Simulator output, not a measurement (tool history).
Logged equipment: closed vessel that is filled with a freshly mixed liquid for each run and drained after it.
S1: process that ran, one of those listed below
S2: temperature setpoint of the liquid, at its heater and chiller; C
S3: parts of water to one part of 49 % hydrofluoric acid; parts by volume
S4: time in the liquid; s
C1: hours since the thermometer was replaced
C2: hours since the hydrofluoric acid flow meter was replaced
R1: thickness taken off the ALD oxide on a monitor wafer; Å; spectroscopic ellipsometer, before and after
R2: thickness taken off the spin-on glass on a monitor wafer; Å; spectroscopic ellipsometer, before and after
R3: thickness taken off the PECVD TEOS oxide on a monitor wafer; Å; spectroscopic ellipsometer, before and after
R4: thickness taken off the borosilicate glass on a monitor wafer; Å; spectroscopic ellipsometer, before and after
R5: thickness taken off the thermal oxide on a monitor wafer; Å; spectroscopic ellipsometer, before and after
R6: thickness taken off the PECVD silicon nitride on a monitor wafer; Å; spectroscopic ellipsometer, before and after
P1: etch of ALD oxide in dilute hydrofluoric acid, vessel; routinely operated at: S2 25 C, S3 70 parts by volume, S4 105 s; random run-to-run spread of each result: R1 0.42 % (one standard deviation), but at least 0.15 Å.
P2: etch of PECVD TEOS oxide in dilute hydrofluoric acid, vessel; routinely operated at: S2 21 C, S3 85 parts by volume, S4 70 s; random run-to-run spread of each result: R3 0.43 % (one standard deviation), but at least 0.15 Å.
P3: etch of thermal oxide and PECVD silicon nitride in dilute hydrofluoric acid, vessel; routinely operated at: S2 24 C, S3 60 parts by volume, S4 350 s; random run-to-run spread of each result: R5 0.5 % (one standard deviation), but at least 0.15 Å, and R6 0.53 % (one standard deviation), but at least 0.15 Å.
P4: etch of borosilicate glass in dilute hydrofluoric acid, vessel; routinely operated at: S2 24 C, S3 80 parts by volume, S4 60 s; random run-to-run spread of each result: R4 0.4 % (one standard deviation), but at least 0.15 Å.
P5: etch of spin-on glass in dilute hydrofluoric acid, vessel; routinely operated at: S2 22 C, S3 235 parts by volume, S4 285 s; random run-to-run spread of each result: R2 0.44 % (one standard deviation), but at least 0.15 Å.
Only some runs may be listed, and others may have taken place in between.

Run 1, day 0.546: S1 P1, S2 25 C, S3 70 parts by volume, S4 105 s; C1 1202.3; C2 887.5. Result: R1 162.28 Å.
Run 2, day 1.188: S1 P5, S2 22 C, S3 235 parts by volume, S4 285 s; C1 1217.7; C2 902.9. Result: R2 427.08 Å.
Run 3, day 1.846: S1 P5, S2 17 C, S3 235 parts by volume, S4 285 s; C1 1233.5; C2 918.7. Result: R2 357.54 Å.
Run 4, day 2.308: S1 P2, S2 21 C, S3 85 parts by volume, S4 130 s; C1 1244.6; C2 929.8. Result: R3 191.77 Å.
Run 5, day 2.883: S1 P1, S2 31 C, S3 70 parts by volume, S4 105 s; C1 1258.4; C2 943.6. Result: R1 207.77 Å.
Run 6, day 3.538: S1 P2, S2 17 C, S3 85 parts by volume, S4 70 s; C1 1274.1; C2 959.3. Result: R3 87.013 Å.
Run 7, day 4.05: S1 P4, S2 24 C, S3 80 parts by volume, S4 60 s; C1 1286.4; C2 971.6. Result: R4 262.48 Å.
Run 8, day 4.675: S1 P5, S2 22 C, S3 35 parts by volume, S4 285 s; C1 1301.4; C2 986.6. Result: R2 3603.3 Å.
Run 9, day 5.4: S1 P1, S2 25 C, S3 70 parts by volume, S4 105 s; C1 1318.8; C2 1004. Result: R1 163.05 Å.
Run 10, day 5.775: S1 P1, S2 25 C, S3 20 parts by volume, S4 105 s; C1 1327.8; C2 1013. Result: R1 612.57 Å.
Run 11, day 6.35: S1 P4, S2 24 C, S3 80 parts by volume, S4 120 s; C1 1341.6; C2 1026.8. Result: R4 527.57 Å.
At day 6.554: thermometer replaced.
Run 12, day 7.004: S1 P1, S2 25 C, S3 70 parts by volume, S4 170 s; C1 10.8; C2 1042.5. Result: R1 264.59 Å.
Run 13, day 7.683: S1 P4, S2 24 C, S3 80 parts by volume, S4 60 s; C1 27.1; C2 1058.8. Result: R4 263.33 Å.
Run 14, day 8.283: S1 P3, S2 24 C, S3 30 parts by volume, S4 350 s; C1 41.5; C2 1073.2. Result: R5 621.41 Å, R6 244.81 Å.
Run 15, day 8.633: S1 P1, S2 25 C, S3 70 parts by volume, S4 30 s; C1 49.9; C2 1081.6. Result: R1 46.669 Å.
Run 16, day 9.183: S1 P5, S2 22 C, S3 235 parts by volume, S4 65 s; C1 63.1; C2 1094.8. Result: R2 97.381 Å.
Run 17, day 9.517: S1 P3, S2 24 C, S3 60 parts by volume, S4 350 s; C1 71.1; C2 1102.8. Result: R5 299.31 Å, R6 124.41 Å.
Run 18, day 10.021: S1 P1, S2 25 C, S3 115 parts by volume, S4 105 s; C1 83.2; C2 1114.9. Result: R1 93.731 Å.
Run 19, day 10.575: S1 P2, S2 21 C, S3 85 parts by volume, S4 70 s; C1 96.5; C2 1128.2. Result: R3 103.12 Å.
Run 20, day 11.092: S1 P4, S2 20 C, S3 80 parts by volume, S4 60 s; C1 108.9; C2 1140.6. Result: R4 221.93 Å.
Run 21, day 11.462: S1 P1, S2 19 C, S3 95 parts by volume, S4 105 s; C1 117.8; C2 1149.5. Result: R1 91.158 Å.
Run 22, day 11.888: S1 P4, S2 24 C, S3 25 parts by volume, S4 60 s; C1 128; C2 1159.7. Result: R4 914.61 Å.
Run 23, day 12.604: S1 P2, S2 21 C, S3 140 parts by volume, S4 70 s; C1 145.2; C2 1176.9. Result: R3 58.64 Å.
Run 24, day 13.138: S1 P1, S2 25 C, S3 70 parts by volume, S4 105 s; C1 158; C2 1189.7. Result: R1 162.89 Å.
Run 25, day 13.479: S1 P3, S2 24 C, S3 60 parts by volume, S4 100 s; C1 166.2; C2 1197.9. Result: R5 84.721 Å, R6 35.752 Å.
Run 26, day 14.138: S1 P1, S2 17 C, S3 35 parts by volume, S4 105 s; C1 182; C2 1213.7. Result: R1 241.99 Å.
Run 27, day 14.662: S1 P1, S2 25 C, S3 70 parts by volume, S4 105 s; C1 194.6; C2 1226.3. Result: R1 162.05 Å.
Run 28, day 15.333: S1 P1, S2 25 C, S3 70 parts by volume, S4 105 s; C1 210.7; C2 1242.4. Result: R1 162.65 Å.
Run 29, day 15.825: S1 P1, S2 17 C, S3 70 parts by volume, S4 105 s; C1 222.5; C2 1254.2. Result: R1 116.98 Å.
Run 30, day 16.208: S1 P1, S2 25 C, S3 30 parts by volume, S4 195 s; C1 231.7; C2 1263.4. Result: R1 746.7 Å.
Run 31, day 16.908: S1 P1, S2 25 C, S3 70 parts by volume, S4 105 s; C1 248.5; C2 1280.2. Result: R1 162.42 Å.
Run 32, day 17.388: S1 P3, S2 31.5 C, S3 60 parts by volume, S4 350 s; C1 260; C2 1291.7. Result: R5 405.62 Å, R6 201.41 Å.
Run 33, day 18.012: S1 P1, S2 25 C, S3 70 parts by volume, S4 105 s; C1 275; C2 1306.7. Result: R1 161.95 Å.
Run 34, day 18.675: S1 P1, S2 25 C, S3 70 parts by volume, S4 105 s; C1 290.9; C2 1322.6. Result: R1 168.13 Å.
Run 35, day 19.304: S1 P1, S2 25 C, S3 70 parts by volume, S4 105 s; C1 306; C2 1337.7. Result: R1 170.29 Å.
Run 36, day 19.929: S1 P1, S2 25 C, S3 70 parts by volume, S4 105 s; C1 321; C2 1352.7. Result: R1 172.18 Å.
Run 37, day 20.379: S1 P1, S2 25 C, S3 70 parts by volume, S4 105 s; C1 331.8; C2 1363.5. Result: R1 173.53 Å.
Run 38, day 21.1: S1 P1, S2 25 C, S3 70 parts by volume, S4 105 s; C1 349.1; C2 1380.8. Result: R1 173 Å.
Run 39, day 21.8: S1 P1, S2 25 C, S3 70 parts by volume, S4 105 s; C1 365.9; C2 1397.6. Result: R1 175.4 Å.
Run 40, day 22.154: S1 P1, S2 25 C, S3 70 parts by volume, S4 105 s; C1 374.4; C2 1406.1. Result: R1 173.98 Å.
Run 41, day 22.783: S1 P1, S2 25 C, S3 70 parts by volume, S4 105 s; C1 389.5; C2 1421.2. Result: R1 174.25 Å.
Run 42, day 23.125: S1 P1, S2 25 C, S3 70 parts by volume, S4 105 s; C1 397.7; C2 1429.4. Result: R1 173.28 Å.
Run 43, day 23.483: S1 P1, S2 25 C, S3 70 parts by volume, S4 105 s; C1 406.3; C2 1438. Result: R1 174.9 Å.

Compared with where it was, what P1 gives has crept away. Each cause listed below fits the log as well as the rest, at the size given for it:
A: liquid hotter than its thermometer reads (K) = 1.74
B: hydrofluoric acid flow above the setpoint (%) = 6.57
The creep began at about day 18.012.

Of the 4 check runs listed below, each run on one wafer and each result written as a question mark, which would let you distinguish the listed causes because they would give clearly different results?
Run check 1, day 23.842: S1 P5, S2 17 C, S3 235 parts by volume, S4 285 s. Result: R2 ?.
Run check 2, day 23.842: S1 P2, S2 21 C, S3 135 parts by volume, S4 70 s. Result: R3 ?.
Run check 3, day 23.842: S1 P3, S2 27.5 C, S3 60 parts by volume, S4 350 s. Result: R5 ?, R6 ?.
Run check 4, day 23.842: S1 P4, S2 24 C, S3 50 parts by volume, S4 115 s. Result: R4 ?.

Outcome of each check run for each possible cause:
  check  result    if A    if B
check 1      R2  378.83  382.28
check 2      R3  65.578  65.846
check 3      R5  369.54  369.68
check 3      R6  175.13  166.57
check 4      R4  901.29  898.19
Per-check spread between the two closest causes, in the result where they differ most: check 1 0.91 %; check 2 0.41 %; check 3 5.01 %; check 4 0.34 %
Only check 3 tells the causes apart: in the others they would give nearly the same result.

Check 3 was then run and gave: R5 370.25 Å; R6 174.49 Å. Which cause is it?

It was cause A: liquid hotter than its thermometer reads (K).

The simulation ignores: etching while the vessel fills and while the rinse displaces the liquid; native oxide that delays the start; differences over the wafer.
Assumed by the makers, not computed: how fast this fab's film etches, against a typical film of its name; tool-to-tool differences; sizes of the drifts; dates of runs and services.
